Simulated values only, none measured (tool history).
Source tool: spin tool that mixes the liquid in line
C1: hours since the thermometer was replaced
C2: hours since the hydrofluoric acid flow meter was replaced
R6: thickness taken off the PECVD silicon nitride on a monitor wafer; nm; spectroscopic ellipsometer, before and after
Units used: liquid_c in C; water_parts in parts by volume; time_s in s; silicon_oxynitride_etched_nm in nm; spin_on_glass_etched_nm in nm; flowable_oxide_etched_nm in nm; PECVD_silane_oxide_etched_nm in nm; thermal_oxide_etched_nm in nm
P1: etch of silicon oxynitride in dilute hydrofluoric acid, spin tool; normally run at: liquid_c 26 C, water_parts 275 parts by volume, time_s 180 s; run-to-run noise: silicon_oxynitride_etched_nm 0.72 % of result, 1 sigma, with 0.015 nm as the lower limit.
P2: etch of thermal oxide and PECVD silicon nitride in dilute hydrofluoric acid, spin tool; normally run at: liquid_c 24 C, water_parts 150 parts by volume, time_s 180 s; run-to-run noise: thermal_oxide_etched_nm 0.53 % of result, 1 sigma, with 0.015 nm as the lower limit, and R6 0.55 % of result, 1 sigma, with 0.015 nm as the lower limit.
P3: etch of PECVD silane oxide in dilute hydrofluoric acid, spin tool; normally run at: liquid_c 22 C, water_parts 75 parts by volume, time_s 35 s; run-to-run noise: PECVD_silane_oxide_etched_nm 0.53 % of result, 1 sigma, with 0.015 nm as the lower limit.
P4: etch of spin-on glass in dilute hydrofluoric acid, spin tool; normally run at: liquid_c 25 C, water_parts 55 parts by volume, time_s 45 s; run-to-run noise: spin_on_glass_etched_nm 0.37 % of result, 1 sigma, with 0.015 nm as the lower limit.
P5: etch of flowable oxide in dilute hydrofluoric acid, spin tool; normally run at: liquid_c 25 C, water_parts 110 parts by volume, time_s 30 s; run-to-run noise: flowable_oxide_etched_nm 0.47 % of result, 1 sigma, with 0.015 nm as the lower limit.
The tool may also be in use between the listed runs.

Run 1, hour 7: process P1, liquid_c 26 C, water_parts 275 parts by volume, time_s 180 s; C1 1384.3; C2 628.6. Result: silicon_oxynitride_etched_nm 2.9501 nm.
Run 2, hour 16.5: process P4, liquid_c 25 C, water_parts 55 parts by volume, time_s 45 s; C1 1393.8; C2 638.1. Result: spin_on_glass_etched_nm 29.744 nm.
Run 3, hour 28.2: process P5, liquid_c 25 C, water_parts 35 parts by volume, time_s 30 s; C1 1405.5; C2 649.8. Result: flowable_oxide_etched_nm 42.479 nm.
Run 4, hour 41.1: process P3, liquid_c 22 C, water_parts 75 parts by volume, time_s 55 s; C1 1418.4; C2 662.7. Result: PECVD_silane_oxide_etched_nm 34.216 nm.
Run 5, hour 53.9: process P1, liquid_c 26 C, water_parts 275 parts by volume, time_s 60 s; C1 1431.2; C2 675.5. Result: silicon_oxynitride_etched_nm 0.97439 nm.
Run 6, hour 65.6: process P1, liquid_c 26 C, water_parts 275 parts by volume, time_s 285 s; C1 1442.9; C2 687.2. Result: silicon_oxynitride_etched_nm 4.662 nm.
Run 7, hour 78.3: process P1, liquid_c 26 C, water_parts 275 parts by volume, time_s 180 s; C1 1455.6; C2 699.9. Result: silicon_oxynitride_etched_nm 2.9504 nm.
Run 8, hour 88.8: process P1, liquid_c 26 C, water_parts 380 parts by volume, time_s 180 s; C1 1466.1; C2 710.4. Result: silicon_oxynitride_etched_nm 1.9447 nm.
Run 9, hour 98.3: process P1, liquid_c 31.5 C, water_parts 275 parts by volume, time_s 265 s; C1 1475.6; C2 719.9. Result: silicon_oxynitride_etched_nm 5.5183 nm.
Run 10, hour 110.5: process P4, liquid_c 30.5 C, water_parts 55 parts by volume, time_s 45 s; C1 1487.8; C2 732.1. Result: spin_on_glass_etched_nm 36.889 nm.
Run 11, hour 119.7: process P2, liquid_c 24 C, water_parts 150 parts by volume, time_s 275 s; C1 1497; C2 741.3. Result: thermal_oxide_etched_nm 8.0668 nm, R6 10.299 nm.
Run 12, hour 130.4: process P5, liquid_c 25 C, water_parts 110 parts by volume, time_s 15 s; C1 1507.7; C2 752. Result: flowable_oxide_etched_nm 6.0803 nm.
Run 13, hour 143.2: process P1, liquid_c 26 C, water_parts 275 parts by volume, time_s 180 s; C1 1520.5; C2 764.8. Result: silicon_oxynitride_etched_nm 2.9748 nm.
At hour 150.1: thermometer replaced.
Run 14, hour 151.5: process P3, liquid_c 22 C, water_parts 75 parts by volume, time_s 35 s; C1 1.4; C2 773.1. Result: PECVD_silane_oxide_etched_nm 21.85 nm.
Run 15, hour 158.3: process P1, liquid_c 26 C, water_parts 275 parts by volume, time_s 180 s; C1 8.2; C2 779.9. Result: silicon_oxynitride_etched_nm 3.0048 nm.
Run 16, hour 166.1: process P1, liquid_c 21.5 C, water_parts 275 parts by volume, time_s 180 s; C1 16; C2 787.7. Result: silicon_oxynitride_etched_nm 2.4119 nm.
Run 17, hour 176.8: process P1, liquid_c 26 C, water_parts 275 parts by volume, time_s 180 s; C1 26.7; C2 798.4. Result: silicon_oxynitride_etched_nm 2.9211 nm.
Run 18, hour 185.5: process P2, liquid_c 24 C, water_parts 150 parts by volume, time_s 180 s; C1 35.4; C2 807.1. Result: thermal_oxide_etched_nm 5.3315 nm, R6 6.8407 nm.
Run 19, hour 195.3: process P1, liquid_c 26 C, water_parts 275 parts by volume, time_s 180 s; C1 45.2; C2 816.9. Result: silicon_oxynitride_etched_nm 2.9694 nm.
Run 20, hour 206.2: process P1, liquid_c 26 C, water_parts 110 parts by volume, time_s 180 s; C1 56.1; C2 827.8. Result: silicon_oxynitride_etched_nm 8.4745 nm.
Run 21, hour 217.1: process P2, liquid_c 18 C, water_parts 150 parts by volume, time_s 180 s; C1 67; C2 838.7. Result: thermal_oxide_etched_nm 4.1984 nm, R6 4.4938 nm.
Run 22, hour 229.7: process P5, liquid_c 25 C, water_parts 110 parts by volume, time_s 30 s; C1 79.6; C2 851.3. Result: flowable_oxide_etched_nm 12.201 nm.
At hour 237.9: hydrofluoric acid flow meter replaced.
Run 23, hour 241.1: process P3, liquid_c 30 C, water_parts 75 parts by volume, time_s 35 s; C1 91; C2 3.3. Result: PECVD_silane_oxide_etched_nm 29.466 nm.
Run 24, hour 247.1: process P1, liquid_c 34 C, water_parts 275 parts by volume, time_s 180 s; C1 97; C2 9.3. Result: silicon_oxynitride_etched_nm 4.0333 nm.
Run 25, hour 259.1: process P3, liquid_c 22 C, water_parts 115 parts by volume, time_s 35 s; C1 109; C2 21.3. Result: PECVD_silane_oxide_etched_nm 13.527 nm.
Run 26, hour 271.8: process P2, liquid_c 24 C, water_parts 260 parts by volume, time_s 180 s; C1 121.7; C2 34. Result: thermal_oxide_etched_nm 2.7176 nm, R6 3.9302 nm.
Run 27, hour 280.2: process P5, liquid_c 31 C, water_parts 110 parts by volume, time_s 30 s; C1 130.1; C2 42.4. Result: flowable_oxide_etched_nm 15.348 nm.
Run 28, hour 293: process P4, liquid_c 25 C, water_parts 20 parts by volume, time_s 45 s; C1 142.9; C2 55.2. Result: spin_on_glass_etched_nm 85.275 nm.
Run 29, hour 302.8: process P1, liquid_c 20 C, water_parts 275 parts by volume, time_s 300 s; C1 152.7; C2 65. Result: silicon_oxynitride_etched_nm 3.7876 nm.
Run 30, hour 314.1: process P2, liquid_c 24 C, water_parts 150 parts by volume, time_s 180 s; C1 164; C2 76.3. Result: thermal_oxide_etched_nm 5.2906 nm, R6 6.7893 nm.
Run 31, hour 320.8: process P4, liquid_c 25 C, water_parts 55 parts by volume, time_s 85 s; C1 170.7; C2 83. Result: spin_on_glass_etched_nm 56.091 nm.
Run 32, hour 333: process P1, liquid_c 26 C, water_parts 275 parts by volume, time_s 180 s; C1 182.9; C2 95.2. Result: silicon_oxynitride_etched_nm 2.965 nm.
Run 33, hour 342.2: process P1, liquid_c 26 C, water_parts 275 parts by volume, time_s 180 s; C1 192.1; C2 104.4. Result: silicon_oxynitride_etched_nm 3.0106 nm.
Run 34, hour 353.9: process P1, liquid_c 26 C, water_parts 275 parts by volume, time_s 180 s; C1 203.8; C2 116.1. Result: silicon_oxynitride_etched_nm 3.0739 nm.
Run 35, hour 363.3: process P1, liquid_c 26 C, water_parts 275 parts by volume, time_s 180 s; C1 213.2; C2 125.5. Result: silicon_oxynitride_etched_nm 3.0613 nm.
Run 36, hour 371.2: process P1, liquid_c 26 C, water_parts 275 parts by volume, time_s 180 s; C1 221.1; C2 133.4. Result: silicon_oxynitride_etched_nm 3.074 nm.
Run 37, hour 381.2: process P1, liquid_c 26 C, water_parts 275 parts by volume, time_s 180 s; C1 231.1; C2 143.4. Result: silicon_oxynitride_etched_nm 3.1057 nm.
Run 38, hour 392.8: process P1, liquid_c 26 C, water_parts 275 parts by volume, time_s 180 s; C1 242.7; C2 155. Result: silicon_oxynitride_etched_nm 3.1431 nm.
Run 39, hour 403.3: process P1, liquid_c 26 C, water_parts 275 parts by volume, time_s 180 s; C1 253.2; C2 165.5. Result: silicon_oxynitride_etched_nm 3.1498 nm.
Run 40, hour 415.5: process P1, liquid_c 26 C, water_parts 275 parts by volume, time_s 180 s; C1 265.4; C2 177.7. Result: silicon_oxynitride_etched_nm 3.1659 nm.
Run 41, hour 425.1: process P1, liquid_c 26 C, water_parts 275 parts by volume, time_s 180 s; C1 275; C2 187.3. Result: silicon_oxynitride_etched_nm 3.1604 nm.
Run 42, hour 434.4: process P1, liquid_c 26 C, water_parts 275 parts by volume, time_s 180 s; C1 284.3; C2 196.6. Result: silicon_oxynitride_etched_nm 3.16 nm.
Run 43, hour 444.6: process P1, liquid_c 26 C, water_parts 275 parts by volume, time_s 180 s; C1 294.5; C2 206.8. Result: silicon_oxynitride_etched_nm 3.1715 nm.

Something has made what P1 gives creep away from where it was; the 2 causes below, each at its own stated size, fit the log equally well:
A: hydrofluoric acid flow above the setpoint (%) = 5.28
B: liquid hotter than its thermometer reads (K) = 1.49
Creep in the process output first set in at about hour 333.

The check runs listed below each take one wafer, and their results are still question marks. Under which run would the listed causes lead to clearly different results?
Run check 1, hour 454.8: process P3, liquid_c 22 C, water_parts 75 parts by volume, time_s 35 s. Result: PECVD_silane_oxide_etched_nm ?.
Run check 2, hour 454.8: process P4, liquid_c 25 C, water_parts 55 parts by volume, time_s 45 s. Result: spin_on_glass_etched_nm ?.
Run check 3, hour 454.8: process P2, liquid_c 24 C, water_parts 150 parts by volume, time_s 180 s. Result: thermal_oxide_etched_nm ?, R6 ?.
Run check 4, hour 454.8: process P5, liquid_c 25 C, water_parts 110 parts by volume, time_s 30 s. Result: flowable_oxide_etched_nm ?.

What every check run would give for each of its results, assuming each possible cause in turn:
  check                        result    if A    if B
check 1  PECVD_silane_oxide_etched_nm  22.963  23.073
check 2       spin_on_glass_etched_nm  31.372  31.529
check 3       thermal_oxide_etched_nm  5.6219   5.602
check 3                            R6  7.1038   7.428
check 4      flowable_oxide_etched_nm  12.926  12.917
How far apart the two closest causes lie, in the result that separates them most: check 1 0.48 %; check 2 0.5 %; check 3 4.46 %; check 4 0.07 %
Only check 3 tells the causes apart: in the others they would give nearly the same result.

The results of check 3 are: thermal_oxide_etched_nm 5.5741 nm; R6 7.431 nm. Based on these, which of the listed causes is it?

It was cause B: liquid hotter than its thermometer reads (K).

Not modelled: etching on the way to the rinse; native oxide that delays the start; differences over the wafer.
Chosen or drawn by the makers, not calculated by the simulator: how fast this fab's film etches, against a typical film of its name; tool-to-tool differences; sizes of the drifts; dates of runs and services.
